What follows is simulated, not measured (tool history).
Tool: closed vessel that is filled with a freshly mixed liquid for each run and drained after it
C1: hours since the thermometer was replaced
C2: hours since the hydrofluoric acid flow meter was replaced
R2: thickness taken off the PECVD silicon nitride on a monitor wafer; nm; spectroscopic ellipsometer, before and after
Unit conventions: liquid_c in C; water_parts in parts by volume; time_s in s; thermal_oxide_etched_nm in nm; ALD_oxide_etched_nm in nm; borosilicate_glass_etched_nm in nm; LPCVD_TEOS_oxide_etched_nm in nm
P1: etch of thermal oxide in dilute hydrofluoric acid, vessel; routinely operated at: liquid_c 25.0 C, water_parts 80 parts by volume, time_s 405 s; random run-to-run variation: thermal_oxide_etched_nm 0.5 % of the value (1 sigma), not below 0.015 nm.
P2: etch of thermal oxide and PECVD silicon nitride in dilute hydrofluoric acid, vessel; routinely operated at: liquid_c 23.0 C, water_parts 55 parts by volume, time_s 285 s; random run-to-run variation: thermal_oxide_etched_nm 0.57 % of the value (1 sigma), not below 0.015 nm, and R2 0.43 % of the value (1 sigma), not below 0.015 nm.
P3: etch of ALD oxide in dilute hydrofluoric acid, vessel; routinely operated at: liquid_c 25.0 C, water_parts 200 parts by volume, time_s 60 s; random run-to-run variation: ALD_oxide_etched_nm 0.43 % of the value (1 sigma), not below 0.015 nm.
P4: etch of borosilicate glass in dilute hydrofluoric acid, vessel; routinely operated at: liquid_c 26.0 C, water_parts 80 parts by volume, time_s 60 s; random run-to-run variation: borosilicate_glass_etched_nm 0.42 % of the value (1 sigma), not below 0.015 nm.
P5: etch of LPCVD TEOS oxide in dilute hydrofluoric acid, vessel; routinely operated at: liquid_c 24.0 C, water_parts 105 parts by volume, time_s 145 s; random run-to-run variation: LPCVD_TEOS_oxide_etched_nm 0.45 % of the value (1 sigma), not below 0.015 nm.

{"run": 1, "day": 0.171, "process": "P1", "liquid_c": 25.0, "water_parts": 80, "time_s": 405, "C1": 357.8, "C2": 595.2, "thermal_oxide_etched_nm": 26.277}
{"run": 2, "day": 0.371, "process": "P2", "liquid_c": 23.0, "water_parts": 55, "time_s": 285, "C1": 362.6, "C2": 600.0, "thermal_oxide_etched_nm": 24.38, "R2": 8.019}
{"run": 3, "day": 0.562, "process": "P2", "liquid_c": 30.0, "water_parts": 55, "time_s": 285, "C1": 367.2, "C2": 604.6, "thermal_oxide_etched_nm": 32.209, "R2": 12.764}
{"run": 4, "day": 0.738, "process": "P1", "liquid_c": 25.0, "water_parts": 80, "time_s": 405, "C1": 371.4, "C2": 608.8, "thermal_oxide_etched_nm": 26.287}
{"run": 5, "day": 0.883, "process": "P3", "liquid_c": 25.0, "water_parts": 200, "time_s": 30, "C1": 374.9, "C2": 612.3, "ALD_oxide_etched_nm": 3.2507}
{"run": 6, "day": 1.012, "process": "P4", "liquid_c": 26.0, "water_parts": 80, "time_s": 60, "C1": 378.0, "C2": 615.4, "borosilicate_glass_etched_nm": 22.914}
{"run": 7, "day": 1.262, "process": "P2", "liquid_c": 23.0, "water_parts": 55, "time_s": 285, "C1": 384.0, "C2": 621.4, "thermal_oxide_etched_nm": 24.611, "R2": 7.9792}
{"run": 8, "day": 1.408, "process": "P5", "liquid_c": 24.0, "water_parts": 105, "time_s": 145, "C1": 387.5, "C2": 624.9, "LPCVD_TEOS_oxide_etched_nm": 23.134}
{"run": 9, "day": 1.667, "process": "P1", "liquid_c": 18.5, "water_parts": 80, "time_s": 405, "C1": 393.7, "C2": 631.1, "thermal_oxide_etched_nm": 20.064}
{"run": 10, "day": 1.938, "process": "P5", "liquid_c": 24.0, "water_parts": 150, "time_s": 145, "C1": 400.2, "C2": 637.6, "LPCVD_TEOS_oxide_etched_nm": 15.386}
{"run": 11, "day": 2.083, "process": "P1", "liquid_c": 25.0, "water_parts": 20, "time_s": 405, "C1": 403.7, "C2": 641.1, "thermal_oxide_etched_nm": 115.62}
{"run": 12, "day": 2.262, "process": "P1", "liquid_c": 25.0, "water_parts": 80, "time_s": 405, "C1": 408.0, "C2": 645.4, "thermal_oxide_etched_nm": 26.353}
{"run": 13, "day": 2.525, "process": "P3", "liquid_c": 25.0, "water_parts": 200, "time_s": 60, "C1": 414.3, "C2": 651.7, "ALD_oxide_etched_nm": 6.4434}
{"run": 14, "day": 2.658, "process": "P3", "liquid_c": 25.0, "water_parts": 40, "time_s": 60, "C1": 417.5, "C2": 654.9, "ALD_oxide_etched_nm": 39.586}
{"run": 15, "day": 2.817, "process": "P1", "liquid_c": 25.0, "water_parts": 45, "time_s": 670, "C1": 421.3, "C2": 658.7, "thermal_oxide_etched_nm": 80.842}
{"run": 16, "day": 3.1, "process": "P1", "liquid_c": 25.0, "water_parts": 80, "time_s": 405, "C1": 428.1, "C2": 665.5, "thermal_oxide_etched_nm": 26.458}
{"run": 17, "day": 3.304, "process": "P5", "liquid_c": 24.0, "water_parts": 105, "time_s": 30, "C1": 433.0, "C2": 670.4, "LPCVD_TEOS_oxide_etched_nm": 4.8686}
{"run": 18, "day": 3.538, "process": "P4", "liquid_c": 26.0, "water_parts": 80, "time_s": 90, "C1": 438.6, "C2": 676.0, "borosilicate_glass_etched_nm": 33.987}
{"run": 19, "day": 3.742, "process": "P3", "liquid_c": 29.5, "water_parts": 200, "time_s": 60, "C1": 443.5, "C2": 680.9, "ALD_oxide_etched_nm": 7.6532}
{"run": 20, "day": 3.95, "process": "P1", "liquid_c": 25.0, "water_parts": 80, "time_s": 30, "C1": 448.5, "C2": 685.9, "thermal_oxide_etched_nm": 1.9674}
{"run": 21, "day": 4.079, "process": "P5", "liquid_c": 31.5, "water_parts": 105, "time_s": 145, "C1": 451.6, "C2": 689.0, "LPCVD_TEOS_oxide_etched_nm": 30.962}
{"run": 22, "day": 4.288, "process": "P1", "liquid_c": 32.0, "water_parts": 80, "time_s": 405, "C1": 456.6, "C2": 694.0, "thermal_oxide_etched_nm": 34.764}
{"run": 23, "day": 4.521, "process": "P4", "liquid_c": 34.0, "water_parts": 80, "time_s": 60, "C1": 462.2, "C2": 699.6, "borosilicate_glass_etched_nm": 31.046}
{"run": 24, "day": 4.692, "process": "P2", "liquid_c": 23.0, "water_parts": 20, "time_s": 285, "C1": 466.3, "C2": 703.7, "thermal_oxide_etched_nm": 71.136, "R2": 21.256}
{"run": 25, "day": 4.879, "process": "P1", "liquid_c": 25.0, "water_parts": 125, "time_s": 405, "C1": 470.8, "C2": 708.2, "thermal_oxide_etched_nm": 15.941}
{"run": 26, "day": 5.162, "process": "P4", "liquid_c": 26.0, "water_parts": 25, "time_s": 60, "C1": 477.6, "C2": 715.0, "borosilicate_glass_etched_nm": 78.672}
{"run": 27, "day": 5.308, "process": "P1", "liquid_c": 25.0, "water_parts": 80, "time_s": 405, "C1": 481.1, "C2": 718.5, "thermal_oxide_etched_nm": 26.274}
{"run": 28, "day": 5.479, "process": "P1", "liquid_c": 25.0, "water_parts": 80, "time_s": 745, "C1": 485.2, "C2": 722.6, "thermal_oxide_etched_nm": 48.856}
{"run": 29, "day": 5.679, "process": "P2", "liquid_c": 23.0, "water_parts": 55, "time_s": 45, "C1": 490.0, "C2": 727.4, "thermal_oxide_etched_nm": 3.8583, "R2": 1.2668}
{"run": 30, "day": 5.838, "process": "P3", "liquid_c": 25.0, "water_parts": 200, "time_s": 60, "C1": 493.8, "C2": 731.2, "ALD_oxide_etched_nm": 6.4783}
{"run": 31, "day": 6.062, "process": "P1", "liquid_c": 25.0, "water_parts": 80, "time_s": 405, "C1": 499.2, "C2": 736.6, "thermal_oxide_etched_nm": 26.315}
{"run": 32, "day": 6.258, "process": "P1", "liquid_c": 25.0, "water_parts": 80, "time_s": 405, "C1": 503.9, "C2": 741.3, "thermal_oxide_etched_nm": 25.561}
{"run": 33, "day": 6.542, "process": "P1", "liquid_c": 25.0, "water_parts": 80, "time_s": 405, "C1": 510.7, "C2": 748.1, "thermal_oxide_etched_nm": 24.973}
{"run": 34, "day": 6.783, "process": "P1", "liquid_c": 25.0, "water_parts": 80, "time_s": 405, "C1": 516.5, "C2": 753.9, "thermal_oxide_etched_nm": 24.359}
{"run": 35, "day": 7.008, "process": "P1", "liquid_c": 25.0, "water_parts": 80, "time_s": 405, "C1": 521.9, "C2": 759.3, "thermal_oxide_etched_nm": 24.292}
{"run": 36, "day": 7.133, "process": "P1", "liquid_c": 25.0, "water_parts": 80, "time_s": 405, "C1": 524.9, "C2": 762.3, "thermal_oxide_etched_nm": 24.454}
{"run": 37, "day": 7.288, "process": "P1", "liquid_c": 25.0, "water_parts": 80, "time_s": 405, "C1": 528.6, "C2": 766.0, "thermal_oxide_etched_nm": 24.304}
{"run": 38, "day": 7.425, "process": "P1", "liquid_c": 25.0, "water_parts": 80, "time_s": 405, "C1": 531.9, "C2": 769.3, "thermal_oxide_etched_nm": 24.313}
{"run": 39, "day": 7.617, "process": "P1", "liquid_c": 25.0, "water_parts": 80, "time_s": 405, "C1": 536.5, "C2": 773.9, "thermal_oxide_etched_nm": 24.66}

The output of P1 has drifted from where it used to be. Each of the 2 causes below, taken at the size shown beside it, accounts for the log equally well:
A: hydrofluoric acid flow below the setpoint (%) = 7.14
B: liquid colder than its thermometer reads (K) = 2.05
Onset of the creep was near day 6.062.

Of the 4 check runs listed below, each run on one wafer and each result written as a question mark, which would let you distinguish the listed causes because they would give clearly different results?
{"run": "check 1", "day": 7.808, "process": "P3", "liquid_c": 25.0, "water_parts": 100, "time_s": 60, "ALD_oxide_etched_nm": "?"}
{"run": "check 2", "day": 7.808, "process": "P4", "liquid_c": 33.5, "water_parts": 80, "time_s": 60, "borosilicate_glass_etched_nm": "?"}
{"run": "check 3", "day": 7.808, "process": "P2", "liquid_c": 29.5, "water_parts": 55, "time_s": 115, "thermal_oxide_etched_nm": "?", "R2": "?"}
{"run": "check 4", "day": 7.808, "process": "P5", "liquid_c": 31.0, "water_parts": 105, "time_s": 145, "LPCVD_TEOS_oxide_etched_nm": "?"}

If the cause were each of the candidates in turn, the checks would give the following:
check=check_1 result=ALD_oxide_etched_nm if_A=13.4410 if_B=13.4740
check=check_2 result=borosilicate_glass_etched_nm if_A=27.844 if_B=28.046
check=check_3 result=thermal_oxide_etched_nm if_A=11.8500 if_B=11.8430
check=check_3 result=R2 if_A=4.6207 if_B=4.3522
check=check_4 result=LPCVD_TEOS_oxide_etched_nm if_A=27.8130 if_B=28.0650
Per-check spread between the two closest causes, in the result where they differ most: check 1 0.25 %; check 2 0.72 %; check 3 5.99 %; check 4 0.9 %
The causes can be told apart only by check 3. The other checks would give nearly the same results under each of them.

Check 3 was then run and gave: thermal_oxide_etched_nm 11.8460 nm; R2 4.3677 nm. Which cause is it?

The correct cause is B, namely: liquid colder than its thermometer reads (K).
